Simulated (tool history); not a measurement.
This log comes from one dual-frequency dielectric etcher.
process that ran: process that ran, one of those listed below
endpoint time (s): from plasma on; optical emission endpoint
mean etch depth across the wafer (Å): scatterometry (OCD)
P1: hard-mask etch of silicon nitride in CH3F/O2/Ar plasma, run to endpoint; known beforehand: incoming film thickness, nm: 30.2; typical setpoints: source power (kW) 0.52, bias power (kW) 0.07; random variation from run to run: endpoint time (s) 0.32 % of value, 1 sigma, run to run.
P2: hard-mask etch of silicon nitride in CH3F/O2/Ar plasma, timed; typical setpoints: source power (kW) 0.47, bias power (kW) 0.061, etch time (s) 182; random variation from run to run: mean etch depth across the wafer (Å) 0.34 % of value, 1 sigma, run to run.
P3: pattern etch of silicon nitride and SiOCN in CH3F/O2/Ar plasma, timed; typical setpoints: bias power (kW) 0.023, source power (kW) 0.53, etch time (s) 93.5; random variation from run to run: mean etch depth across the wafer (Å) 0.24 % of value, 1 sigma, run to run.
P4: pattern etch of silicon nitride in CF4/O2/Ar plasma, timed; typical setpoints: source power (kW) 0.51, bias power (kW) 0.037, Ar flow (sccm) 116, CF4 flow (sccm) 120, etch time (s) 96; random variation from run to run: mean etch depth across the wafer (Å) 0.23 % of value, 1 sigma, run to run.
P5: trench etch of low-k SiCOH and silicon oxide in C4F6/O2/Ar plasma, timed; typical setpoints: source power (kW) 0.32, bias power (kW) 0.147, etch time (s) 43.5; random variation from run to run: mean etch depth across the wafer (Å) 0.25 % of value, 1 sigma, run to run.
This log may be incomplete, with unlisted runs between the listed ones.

run,hour,process that ran,source power (kW),bias power (kW),etch time (s),Ar flow (sccm),CF4 flow (sccm),hours since the last wet clean,hours since the last source power generator calibration,hours since the last bias power generator calibration,endpoint time (s),mean etch depth across the wafer (Å)
1,6.4,P1,0.52,0.07,,,,65.2,3458.4,284,40.012,
2,15.2,P3,0.53,0.023,93.5,,,74,3467.2,292.8,,138.1
3,21.4,P1,0.52,0.094,,,,80.2,3473.4,299,35.809,
4,27.7,P5,0.32,0.147,64.5,,,86.5,3479.7,305.3,,1727.4
5,35.6,P1,0.72,0.07,,,,94.4,3487.6,313.2,35.189,
6,43.3,P4,0.51,0.037,96,116,120,102.1,3495.3,320.9,,1702.7
7,50.9,P2,0.28,0.061,182,,,109.7,3502.9,328.5,,1042.9
8,56.5,P4,0.32,0.037,96,116,120,115.3,3508.5,334.1,,1123.3
9,65.7,P3,0.53,0.023,93.5,,,124.5,3517.7,343.3,,138.26
10,71.9,P1,0.36,0.07,,,,130.7,3523.9,349.5,45.914,
11,76.6,P3,0.53,0.023,126,,,135.4,3528.6,354.2,,185.97
12,86.1,P1,0.41,0.05,,,,144.9,3538.1,363.7,48.784,
13,95.4,P2,0.47,0.061,182,,,154.2,3547.4,373,,1256.3
14,102.3,P3,0.71,0.023,93.5,,,161.1,3554.3,379.9,,153.05
15,110.6,P1,0.52,0.07,,,,169.4,3562.6,388.2,40.04,
16,119.4,P4,0.51,0.037,96,76,120,178.2,3571.4,397,,1786.5
17,127.8,P5,0.32,0.147,43.5,,,186.6,3579.8,405.4,,1166.6
18,134.9,P3,0.53,0.016,93.5,,,193.7,3586.9,412.5,,118.36
# hour 138.5: bias power generator calibrated
19,143.3,P1,0.38,0.096,,,,202.1,3595.3,4.9,40.064,
20,149,P1,0.62,0.057,,,,207.8,3601,10.6,39.863,
# hour 151.3: source power generator calibrated
21,156,P2,0.47,0.061,244,,,214.8,4.7,17.6,,1694.2
22,162,P2,0.47,0.085,182,,,220.8,10.7,23.6,,1419.7
23,171.4,P5,0.19,0.147,43.5,,,230.2,20.1,33,,945.02
24,176.9,P1,0.52,0.07,,,,235.7,25.6,38.5,39.802,
25,186.3,P4,0.51,0.024,96,116,120,245.1,35,47.9,,1470
26,194.9,P1,0.52,0.042,,,,253.7,43.6,56.5,46.849,
27,200.1,P5,0.32,0.206,43.5,,,258.9,48.8,61.7,,1294.9
28,207.2,P1,0.52,0.07,,,,266,55.9,68.8,39.751,

What does the tool deliver on the next run?
29,212.5,P4,0.51,0.037,128.5,116,120,271.3,61.2,74.1,,?

{"run 29": {"mean etch depth across the wafer (Å)": 2261.9}}
